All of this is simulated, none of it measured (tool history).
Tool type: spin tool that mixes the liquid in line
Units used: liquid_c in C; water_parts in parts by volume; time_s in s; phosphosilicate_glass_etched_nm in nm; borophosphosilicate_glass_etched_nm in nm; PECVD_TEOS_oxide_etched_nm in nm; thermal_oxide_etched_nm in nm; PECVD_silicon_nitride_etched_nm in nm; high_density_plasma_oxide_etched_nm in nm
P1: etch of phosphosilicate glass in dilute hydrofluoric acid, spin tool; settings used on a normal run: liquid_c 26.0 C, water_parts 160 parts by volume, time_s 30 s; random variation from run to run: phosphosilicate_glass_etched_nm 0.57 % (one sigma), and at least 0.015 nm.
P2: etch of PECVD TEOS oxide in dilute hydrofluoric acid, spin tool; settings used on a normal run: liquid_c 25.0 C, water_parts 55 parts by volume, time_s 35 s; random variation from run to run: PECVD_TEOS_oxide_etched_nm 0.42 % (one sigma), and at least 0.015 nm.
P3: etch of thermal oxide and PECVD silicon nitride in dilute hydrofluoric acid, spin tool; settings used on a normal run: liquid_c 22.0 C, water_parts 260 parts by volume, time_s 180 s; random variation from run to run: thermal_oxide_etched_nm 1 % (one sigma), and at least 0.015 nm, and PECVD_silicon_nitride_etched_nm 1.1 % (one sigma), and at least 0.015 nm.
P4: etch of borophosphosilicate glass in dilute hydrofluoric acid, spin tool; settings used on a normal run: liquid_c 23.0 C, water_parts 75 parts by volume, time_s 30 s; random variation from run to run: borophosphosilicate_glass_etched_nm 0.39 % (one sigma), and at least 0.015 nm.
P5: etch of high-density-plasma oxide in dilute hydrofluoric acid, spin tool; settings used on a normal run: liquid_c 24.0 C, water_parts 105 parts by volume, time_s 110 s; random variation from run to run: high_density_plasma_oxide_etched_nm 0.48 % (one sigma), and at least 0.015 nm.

run,hour,process,liquid_c,water_parts,time_s,hours since the thermometer was replaced,hours since the hydrofluoric acid flow meter was replaced,phosphosilicate_glass_etched_nm,borophosphosilicate_glass_etched_nm,PECVD_TEOS_oxide_etched_nm,thermal_oxide_etched_nm,PECVD_silicon_nitride_etched_nm,high_density_plasma_oxide_etched_nm
1,3.4,P1,26.0,160,30,1506.7,829.9,25.978,,,,,
2,7.4,P1,20.0,160,15,1510.7,833.9,10.488,,,,,
3,10.5,P4,23.0,75,15,1513.8,837.0,,9.7488,,,,
4,14.7,P1,26.0,160,30,1518.0,841.2,26.008,,,,,
5,18.0,P2,25.0,55,55,1521.3,844.5,,,27.6030,,,
6,21.7,P2,25.0,100,35,1525.0,848.2,,,9.1378,,,
7,26.4,P2,25.0,55,35,1529.7,852.9,,,17.5970,,,
8,30.1,P1,31.0,160,30,1533.4,856.6,31.302,,,,,
9,32.7,P3,27.5,260,180,1536.0,859.2,,,,3.3344,3.1054,
10,35.9,P1,26.0,160,30,1539.2,862.4,26.116,,,,,
11,39.3,P1,26.0,265,30,1542.6,865.8,14.099,,,,,
12,42.7,P5,24.0,105,15,1546.0,869.2,,,,,,0.87544
13,45.6,P5,24.0,105,110,1548.9,872.1,,,,,,6.63270
14,49.0,P5,24.0,185,110,1552.3,875.5,,,,,,3.39080
15,51.6,P1,26.0,160,55,1554.9,878.1,48.371,,,,,
16,54.6,P4,23.0,140,30,1557.9,881.1,,9.5323,,,,
17,56.7,P1,26.0,160,15,1560.0,883.2,13.264,,,,,
18,59.8,P3,22.0,430,180,1563.1,886.3,,,,1.4343,1.3309,
19,64.0,P3,22.0,260,320,1567.3,890.5,,,,4.8920,3.8623,
20,68.3,P1,26.0,35,30,1571.6,894.8,140.680,,,,,
21,72.6,P4,23.0,75,30,1575.9,899.1,,19.3670,,,,
22,77.0,P1,19.5,160,30,1580.3,903.5,20.369,,,,,
23,80.4,P1,26.0,160,30,1583.7,906.9,26.250,,,,,
24,83.8,P2,31.0,55,35,1587.1,910.3,,,22.2480,,,
25,88.5,P3,22.0,260,180,1591.8,915.0,,,,2.7662,2.1573,
26,91.2,P5,19.5,105,110,1594.5,917.7,,,,,,5.51080
27,94.6,P4,26.5,75,30,1597.9,921.1,,22.4760,,,,
28,98.4,P1,26.0,160,30,1601.7,924.9,26.136,,,,,
29,100.5,P1,26.0,160,30,1603.8,927.0,26.634,,,,,
30,102.9,P1,26.0,160,30,1606.2,929.4,26.911,,,,,
31,106.2,P1,26.0,160,30,1609.5,932.7,27.140,,,,,
32,110.1,P1,26.0,160,30,1613.4,936.6,27.442,,,,,
33,113.5,P1,26.0,160,30,1616.8,940.0,27.568,,,,,
34,117.1,P1,26.0,160,30,1620.4,943.6,27.809,,,,,
35,121.0,P1,26.0,160,30,1624.3,947.5,27.567,,,,,
36,123.6,P1,26.0,160,30,1626.9,950.1,27.991,,,,,
37,128.3,P1,26.0,160,30,1631.6,954.8,27.879,,,,,

P1 no longer gives what it gave before; its output has crept away from where it was. The following 2 causes, each at its listed size, fit the log equally well:
A: hydrofluoric acid flow above the setpoint (%) = 5.16
B: liquid hotter than its thermometer reads (K) = 1.62
The creep began at about hour 98.4.

You are offered 4 check runs, listed below with question marks in place of their results; each one averages 5 wafers. Which run separates the listed causes by giving clearly different results for each?
check 1,133.0,P4,23.0,135,15,,,,?,,,,
check 2,133.0,P5,20.5,105,15,,,,,,,,?
check 3,133.0,P2,29.0,90,35,,,,,?,,,
check 4,133.0,P3,26.0,260,180,,,,,,?,?,

What each check would give under each cause:
check,result,if A,if B
check 1,borophosphosilicate_glass_etched_nm,5.3243,5.3501
check 2,high_density_plasma_oxide_etched_nm,0.83178,0.83968
check 3,PECVD_TEOS_oxide_etched_nm,12.7190,12.7800
check 4,thermal_oxide_etched_nm,3.3896,3.3621
check 4,PECVD_silicon_nitride_etched_nm,2.9705,3.1137
Per check, the gap between the least separated pair of causes, taken in the result that splits them most: check 1 0.48 %; check 2 0.94 %; check 3 0.48 %; check 4 4.71 %
Check 4 tells the causes apart: in the others they would give nearly the same result.

After running check 4, the following was obtained: thermal_oxide_etched_nm 3.3244 nm; PECVD_silicon_nitride_etched_nm 3.1092 nm. Which cause does this point to?

The cause is B: liquid hotter than its thermometer reads (K).

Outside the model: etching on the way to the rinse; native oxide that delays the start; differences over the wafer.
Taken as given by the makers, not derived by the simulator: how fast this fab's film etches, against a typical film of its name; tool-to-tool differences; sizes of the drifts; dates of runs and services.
